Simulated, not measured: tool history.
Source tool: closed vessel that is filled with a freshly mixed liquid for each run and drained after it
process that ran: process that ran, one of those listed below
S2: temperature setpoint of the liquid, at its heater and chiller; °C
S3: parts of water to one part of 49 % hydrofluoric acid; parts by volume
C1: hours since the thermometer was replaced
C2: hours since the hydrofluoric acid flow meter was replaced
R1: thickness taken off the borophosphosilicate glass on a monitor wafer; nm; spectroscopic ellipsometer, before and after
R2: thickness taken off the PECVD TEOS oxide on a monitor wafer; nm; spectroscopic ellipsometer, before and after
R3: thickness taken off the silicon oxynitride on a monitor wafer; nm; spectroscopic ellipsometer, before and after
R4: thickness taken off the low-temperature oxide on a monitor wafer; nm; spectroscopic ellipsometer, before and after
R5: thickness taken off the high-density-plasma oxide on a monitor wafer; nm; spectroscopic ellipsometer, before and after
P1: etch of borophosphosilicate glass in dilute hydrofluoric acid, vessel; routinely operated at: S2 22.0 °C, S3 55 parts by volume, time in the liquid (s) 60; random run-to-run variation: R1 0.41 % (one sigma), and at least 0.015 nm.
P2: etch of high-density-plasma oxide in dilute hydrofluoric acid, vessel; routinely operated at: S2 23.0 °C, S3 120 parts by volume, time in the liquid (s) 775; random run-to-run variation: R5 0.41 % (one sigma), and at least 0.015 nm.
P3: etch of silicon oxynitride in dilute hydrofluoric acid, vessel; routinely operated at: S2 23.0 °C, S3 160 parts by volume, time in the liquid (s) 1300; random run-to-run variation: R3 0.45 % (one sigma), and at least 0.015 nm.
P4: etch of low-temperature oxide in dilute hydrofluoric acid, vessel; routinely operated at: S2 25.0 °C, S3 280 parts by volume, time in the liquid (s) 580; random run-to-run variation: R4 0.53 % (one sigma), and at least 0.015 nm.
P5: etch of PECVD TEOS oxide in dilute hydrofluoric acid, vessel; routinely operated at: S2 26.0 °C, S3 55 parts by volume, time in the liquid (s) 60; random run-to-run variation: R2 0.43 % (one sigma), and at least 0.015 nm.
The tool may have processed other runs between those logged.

Run 1, hour 7.5: process that ran P1, S2 22.0 °C, S3 55 parts by volume, time in the liquid (s) 60; C1 960.6; C2 972.9. Result: R1 40.240 nm.
Run 2, hour 20.4: process that ran P5, S2 26.0 °C, S3 55 parts by volume, time in the liquid (s) 60; C1 973.5; C2 985.8. Result: R2 14.8670 nm.
Run 3, hour 31.3: process that ran P3, S2 23.0 °C, S3 160 parts by volume, time in the liquid (s) 1300; C1 984.4; C2 996.7. Result: R3 23.785 nm.
Run 4, hour 43.6: process that ran P1, S2 22.0 °C, S3 55 parts by volume, time in the liquid (s) 30; C1 996.7; C2 1009.0. Result: R1 20.386 nm.
Run 5, hour 54.8: process that ran P1, S2 18.0 °C, S3 55 parts by volume, time in the liquid (s) 60; C1 1007.9; C2 1020.2. Result: R1 34.396 nm.
Run 6, hour 62.9: process that ran P1, S2 22.0 °C, S3 100 parts by volume, time in the liquid (s) 60; C1 1016.0; C2 1028.3. Result: R1 21.218 nm.
Run 7, hour 74.6: process that ran P1, S2 22.0 °C, S3 55 parts by volume, time in the liquid (s) 60; C1 1027.7; C2 1040.0. Result: R1 40.666 nm.
Run 8, hour 87.4: process that ran P3, S2 23.0 °C, S3 160 parts by volume, time in the liquid (s) 1300; C1 1040.5; C2 1052.8. Result: R3 23.707 nm.
Run 9, hour 99.6: process that ran P1, S2 22.0 °C, S3 55 parts by volume, time in the liquid (s) 60; C1 1052.7; C2 1065.0. Result: R1 40.552 nm.
Run 10, hour 107.7: process that ran P1, S2 22.0 °C, S3 55 parts by volume, time in the liquid (s) 60; C1 1060.8; C2 1073.1. Result: R1 40.583 nm.
Run 11, hour 118.1: process that ran P4, S2 25.0 °C, S3 280 parts by volume, time in the liquid (s) 580; C1 1071.2; C2 1083.5. Result: R4 26.497 nm.
Run 12, hour 127.6: process that ran P5, S2 26.0 °C, S3 100 parts by volume, time in the liquid (s) 60; C1 1080.7; C2 1093.0. Result: R2 7.6811 nm.
Run 13, hour 139.4: process that ran P3, S2 17.0 °C, S3 160 parts by volume, time in the liquid (s) 1300; C1 1092.5; C2 1104.8. Result: R3 17.856 nm.
Run 14, hour 153.2: process that ran P4, S2 25.0 °C, S3 495 parts by volume, time in the liquid (s) 580; C1 1106.3; C2 1118.6. Result: R4 12.066 nm.
Run 15, hour 163.5: process that ran P3, S2 23.0 °C, S3 160 parts by volume, time in the liquid (s) 2540; C1 1116.6; C2 1128.9. Result: R3 45.964 nm.
Run 16, hour 170.3: process that ran P1, S2 22.0 °C, S3 55 parts by volume, time in the liquid (s) 110; C1 1123.4; C2 1135.7. Result: R1 74.584 nm.
Run 17, hour 178.9: process that ran P2, S2 17.5 °C, S3 120 parts by volume, time in the liquid (s) 775; C1 1132.0; C2 1144.3. Result: R5 40.482 nm.
Run 18, hour 188.1: process that ran P4, S2 25.0 °C, S3 280 parts by volume, time in the liquid (s) 890; C1 1141.2; C2 1153.5. Result: R4 40.267 nm.
Run 19, hour 200.4: process that ran P4, S2 17.5 °C, S3 280 parts by volume, time in the liquid (s) 580; C1 1153.5; C2 1165.8. Result: R4 20.176 nm.
Run 20, hour 212.4: process that ran P1, S2 22.0 °C, S3 35 parts by volume, time in the liquid (s) 60; C1 1165.5; C2 1177.8. Result: R1 65.204 nm.
Run 21, hour 224.5: process that ran P1, S2 22.0 °C, S3 55 parts by volume, time in the liquid (s) 60; C1 1177.6; C2 1189.9. Result: R1 40.567 nm.
Run 22, hour 234.0: process that ran P2, S2 23.0 °C, S3 120 parts by volume, time in the liquid (s) 225; C1 1187.1; C2 1199.4. Result: R5 14.732 nm.
Run 23, hour 243.7: process that ran P2, S2 23.0 °C, S3 25 parts by volume, time in the liquid (s) 775; C1 1196.8; C2 1209.1. Result: R5 273.930 nm.
Run 24, hour 250.4: process that ran P2, S2 23.0 °C, S3 120 parts by volume, time in the liquid (s) 775; C1 1203.5; C2 1215.8. Result: R5 51.093 nm.
Run 25, hour 256.5: process that ran P1, S2 22.0 °C, S3 55 parts by volume, time in the liquid (s) 60; C1 1209.6; C2 1221.9. Result: R1 40.327 nm.
Run 26, hour 265.7: process that ran P1, S2 29.5 °C, S3 55 parts by volume, time in the liquid (s) 60; C1 1218.8; C2 1231.1. Result: R1 54.943 nm.
At hour 273.6: thermometer replaced.
Run 27, hour 273.9: process that ran P1, S2 28.5 °C, S3 20 parts by volume, time in the liquid (s) 60; C1 0.3; C2 1239.3. Result: R1 153.070 nm.
Run 28, hour 282.8: process that ran P5, S2 26.0 °C, S3 55 parts by volume, time in the liquid (s) 30; C1 9.2; C2 1248.2. Result: R2 7.4849 nm.
Run 29, hour 290.4: process that ran P1, S2 22.0 °C, S3 55 parts by volume, time in the liquid (s) 60; C1 16.8; C2 1255.8. Result: R1 40.608 nm.
Run 30, hour 299.4: process that ran P3, S2 23.0 °C, S3 280 parts by volume, time in the liquid (s) 1300; C1 25.8; C2 1264.8. Result: R3 12.475 nm.
Run 31, hour 305.6: process that ran P5, S2 31.5 °C, S3 55 parts by volume, time in the liquid (s) 60; C1 32.0; C2 1271.0. Result: R2 18.4890 nm.
Run 32, hour 312.6: process that ran P1, S2 22.0 °C, S3 20 parts by volume, time in the liquid (s) 105; C1 39.0; C2 1278.0. Result: R1 203.560 nm.
Run 33, hour 324.3: process that ran P1, S2 22.0 °C, S3 55 parts by volume, time in the liquid (s) 60; C1 50.7; C2 1289.7. Result: R1 40.774 nm.
Run 34, hour 336.7: process that ran P1, S2 22.0 °C, S3 55 parts by volume, time in the liquid (s) 60; C1 63.1; C2 1302.1. Result: R1 41.879 nm.
Run 35, hour 349.5: process that ran P1, S2 22.0 °C, S3 55 parts by volume, time in the liquid (s) 60; C1 75.9; C2 1314.9. Result: R1 42.548 nm.
Run 36, hour 360.2: process that ran P1, S2 22.0 °C, S3 55 parts by volume, time in the liquid (s) 60; C1 86.6; C2 1325.6. Result: R1 43.094 nm.
Run 37, hour 370.0: process that ran P1, S2 22.0 °C, S3 55 parts by volume, time in the liquid (s) 60; C1 96.4; C2 1335.4. Result: R1 43.770 nm.
Run 38, hour 377.8: process that ran P1, S2 22.0 °C, S3 55 parts by volume, time in the liquid (s) 60; C1 104.2; C2 1343.2. Result: R1 43.986 nm.
Run 39, hour 386.2: process that ran P1, S2 22.0 °C, S3 55 parts by volume, time in the liquid (s) 60; C1 112.6; C2 1351.6. Result: R1 44.090 nm.
Run 40, hour 395.2: process that ran P1, S2 22.0 °C, S3 55 parts by volume, time in the liquid (s) 60; C1 121.6; C2 1360.6. Result: R1 44.044 nm.
Run 41, hour 403.8: process that ran P1, S2 22.0 °C, S3 55 parts by volume, time in the liquid (s) 60; C1 130.2; C2 1369.2. Result: R1 43.955 nm.
Run 42, hour 413.1: process that ran P1, S2 22.0 °C, S3 55 parts by volume, time in the liquid (s) 60; C1 139.5; C2 1378.5. Result: R1 43.913 nm.
Run 43, hour 427.0: process that ran P1, S2 22.0 °C, S3 55 parts by volume, time in the liquid (s) 60; C1 153.4; C2 1392.4. Result: R1 44.208 nm.
Run 44, hour 433.5: process that ran P1, S2 22.0 °C, S3 55 parts by volume, time in the liquid (s) 60; C1 159.9; C2 1398.9. Result: R1 44.166 nm.

The log shows P1 creeping away from where it was. Any of the 2 causes listed here, at the size stated for it, fits the log just as well as the others:
A: hydrofluoric acid flow above the setpoint (%) = 8.36
B: liquid hotter than its thermometer reads (K) = 2.08
The creep began at about hour 324.3.

Of the 4 check runs listed below, each run on one wafer and each result written as a question mark, which would let you distinguish the listed causes because they would give clearly different results?
Run check 1, hour 440.0: process that ran P2, S2 18.5 °C, S3 120 parts by volume, time in the liquid (s) 775. Result: R5 ?.
Run check 2, hour 440.0: process that ran P5, S2 26.0 °C, S3 85 parts by volume, time in the liquid (s) 30. Result: R2 ?.
Run check 3, hour 440.0: process that ran P4, S2 25.0 °C, S3 450 parts by volume, time in the liquid (s) 580. Result: R4 ?.
Run check 4, hour 440.0: process that ran P3, S2 23.0 °C, S3 270 parts by volume, time in the liquid (s) 1300. Result: R3 ?.

Expected result of each check under each candidate cause:
  check  result    if A    if B
check 1      R5  46.495  46.247
check 2      R2  5.0617  5.0220
check 3      R4  15.558  14.851
check 4      R3  14.254  14.181
Gap, in per cent, between the two causes that each check separates least, read from the result that separates them most: check 1 0.54 %; check 2 0.79 %; check 3 4.65 %; check 4 0.52 %
Check 3 tells the causes apart: in the others they would give nearly the same result.

Check 3 was carried out, with these results: R4 15.536 nm. Which of the listed causes is responsible?

The correct cause is A, namely: hydrofluoric acid flow above the setpoint (%).
